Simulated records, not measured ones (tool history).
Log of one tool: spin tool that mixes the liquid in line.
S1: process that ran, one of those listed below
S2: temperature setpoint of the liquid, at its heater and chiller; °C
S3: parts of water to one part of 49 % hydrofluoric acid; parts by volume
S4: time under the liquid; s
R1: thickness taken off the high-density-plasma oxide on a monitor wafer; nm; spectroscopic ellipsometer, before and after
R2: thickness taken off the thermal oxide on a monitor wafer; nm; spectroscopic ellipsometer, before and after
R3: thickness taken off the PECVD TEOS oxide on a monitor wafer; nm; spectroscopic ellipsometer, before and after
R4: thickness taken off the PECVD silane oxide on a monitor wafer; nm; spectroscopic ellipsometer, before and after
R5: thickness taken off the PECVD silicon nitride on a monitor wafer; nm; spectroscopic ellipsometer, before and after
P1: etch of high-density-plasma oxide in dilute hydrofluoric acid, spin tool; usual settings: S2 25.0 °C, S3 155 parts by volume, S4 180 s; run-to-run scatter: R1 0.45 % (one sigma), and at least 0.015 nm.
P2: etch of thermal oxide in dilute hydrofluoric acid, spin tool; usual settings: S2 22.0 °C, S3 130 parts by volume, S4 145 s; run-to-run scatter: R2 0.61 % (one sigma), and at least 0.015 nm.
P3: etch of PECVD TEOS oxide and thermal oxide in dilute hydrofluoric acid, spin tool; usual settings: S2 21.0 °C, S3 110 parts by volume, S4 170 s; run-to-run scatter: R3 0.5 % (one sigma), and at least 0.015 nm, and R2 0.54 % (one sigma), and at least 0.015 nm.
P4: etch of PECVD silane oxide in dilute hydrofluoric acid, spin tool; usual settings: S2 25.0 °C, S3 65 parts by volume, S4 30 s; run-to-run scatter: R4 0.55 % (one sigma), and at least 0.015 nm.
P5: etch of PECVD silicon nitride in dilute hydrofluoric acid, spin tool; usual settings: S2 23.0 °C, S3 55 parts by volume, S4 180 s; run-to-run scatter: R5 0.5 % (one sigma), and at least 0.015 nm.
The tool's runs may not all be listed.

{"run": 1, "hour": 8.7, "S1": "P1", "S2": 25.0, "S3": 155, "S4": 180, "R1": 6.4453}
{"run": 2, "hour": 20.6, "S1": "P1", "S2": 31.5, "S3": 155, "S4": 70, "R1": 3.1749}
{"run": 3, "hour": 29.4, "S1": "P2", "S2": 22.0, "S3": 70, "S4": 145, "R2": 9.6845}
{"run": 4, "hour": 38.7, "S1": "P3", "S2": 21.0, "S3": 110, "S4": 170, "R2": 6.5329, "R3": 13.844}
{"run": 5, "hour": 46.8, "S1": "P3", "S2": 21.0, "S3": 110, "S4": 100, "R2": 3.7882, "R3": 8.1436}
{"run": 6, "hour": 61.0, "S1": "P2", "S2": 27.0, "S3": 130, "S4": 145, "R2": 5.7852}
{"run": 7, "hour": 73.1, "S1": "P4", "S2": 25.0, "S3": 65, "S4": 15, "R4": 7.9442}
{"run": 8, "hour": 90.3, "S1": "P3", "S2": 21.0, "S3": 110, "S4": 170, "R2": 6.564, "R3": 13.835}
{"run": 9, "hour": 99.2, "S1": "P5", "S2": 23.0, "S3": 85, "S4": 180, "R5": 6.3543}
{"run": 10, "hour": 116.3, "S1": "P1", "S2": 25.0, "S3": 155, "S4": 180, "R1": 6.5177}
{"run": 11, "hour": 131.6, "S1": "P5", "S2": 18.0, "S3": 55, "S4": 180, "R5": 6.9213}
{"run": 12, "hour": 142.0, "S1": "P5", "S2": 23.0, "S3": 55, "S4": 180, "R5": 9.7767}
{"run": 13, "hour": 156.0, "S1": "P2", "S2": 22.0, "S3": 130, "S4": 145, "R2": 4.8282}
{"run": 14, "hour": 173.2, "S1": "P1", "S2": 25.0, "S3": 90, "S4": 315, "R1": 21.185}
{"run": 15, "hour": 189.8, "S1": "P4", "S2": 25.0, "S3": 35, "S4": 30, "R4": 30.771}
{"run": 16, "hour": 198.4, "S1": "P3", "S2": 21.0, "S3": 165, "S4": 170, "R2": 4.1299, "R3": 8.7943}
{"run": 17, "hour": 214.5, "S1": "P4", "S2": 25.0, "S3": 65, "S4": 30, "R4": 15.838}
{"run": 18, "hour": 222.4, "S1": "P1", "S2": 25.0, "S3": 220, "S4": 55, "R1": 1.295}
{"run": 19, "hour": 234.4, "S1": "P1", "S2": 21.0, "S3": 155, "S4": 180, "R1": 5.5625}
{"run": 20, "hour": 242.2, "S1": "P1", "S2": 25.0, "S3": 155, "S4": 270, "R1": 9.7457}
{"run": 21, "hour": 251.8, "S1": "P1", "S2": 31.5, "S3": 155, "S4": 180, "R1": 8.2537}
{"run": 22, "hour": 264.6, "S1": "P1", "S2": 25.0, "S3": 280, "S4": 180, "R1": 3.1399}
{"run": 23, "hour": 274.8, "S1": "P1", "S2": 25.0, "S3": 155, "S4": 30, "R1": 1.057}
{"run": 24, "hour": 289.7, "S1": "P5", "S2": 23.0, "S3": 55, "S4": 355, "R5": 19.046}
{"run": 25, "hour": 303.9, "S1": "P3", "S2": 26.0, "S3": 110, "S4": 170, "R2": 8.0845, "R3": 17.011}
{"run": 26, "hour": 319.5, "S1": "P1", "S2": 25.0, "S3": 155, "S4": 180, "R1": 6.4538}
{"run": 27, "hour": 333.8, "S1": "P2", "S2": 22.0, "S3": 130, "S4": 250, "R2": 8.3528}
{"run": 28, "hour": 344.9, "S1": "P2", "S2": 22.0, "S3": 130, "S4": 145, "R2": 4.77}
{"run": 29, "hour": 354.8, "S1": "P1", "S2": 25.0, "S3": 155, "S4": 180, "R1": 6.508}
{"run": 30, "hour": 367.7, "S1": "P4", "S2": 33.0, "S3": 65, "S4": 30, "R4": 21.618}
{"run": 31, "hour": 383.0, "S1": "P1", "S2": 25.0, "S3": 35, "S4": 180, "R1": 33.506}
{"run": 32, "hour": 396.5, "S1": "P1", "S2": 25.0, "S3": 155, "S4": 180, "R1": 6.4438}
{"run": 33, "hour": 404.9, "S1": "P1", "S2": 25.0, "S3": 155, "S4": 180, "R1": 6.5521}
{"run": 34, "hour": 422.0, "S1": "P4", "S2": 25.0, "S3": 65, "S4": 30, "R4": 15.983}
{"run": 35, "hour": 435.8, "S1": "P1", "S2": 25.0, "S3": 155, "S4": 180, "R1": 6.4639}
{"run": 36, "hour": 446.3, "S1": "P1", "S2": 25.0, "S3": 155, "S4": 180, "R1": 6.3583}
{"run": 37, "hour": 457.7, "S1": "P1", "S2": 25.0, "S3": 155, "S4": 180, "R1": 6.2248}
{"run": 38, "hour": 473.7, "S1": "P1", "S2": 25.0, "S3": 155, "S4": 180, "R1": 6.1733}
{"run": 39, "hour": 488.2, "S1": "P1", "S2": 25.0, "S3": 155, "S4": 180, "R1": 6.0315}
{"run": 40, "hour": 502.2, "S1": "P1", "S2": 25.0, "S3": 155, "S4": 180, "R1": 5.9879}
{"run": 41, "hour": 512.5, "S1": "P1", "S2": 25.0, "S3": 155, "S4": 180, "R1": 5.973}
{"run": 42, "hour": 525.2, "S1": "P1", "S2": 25.0, "S3": 155, "S4": 180, "R1": 5.9338}
{"run": 43, "hour": 539.9, "S1": "P1", "S2": 25.0, "S3": 155, "S4": 180, "R1": 6.0233}

The next listed run, before its measurement:
{"run": 44, "hour": 551.0, "S1": "P1", "S2": 25.0, "S3": 155, "S4": 180, "R1": "?"}

R1: 5.9708 nm

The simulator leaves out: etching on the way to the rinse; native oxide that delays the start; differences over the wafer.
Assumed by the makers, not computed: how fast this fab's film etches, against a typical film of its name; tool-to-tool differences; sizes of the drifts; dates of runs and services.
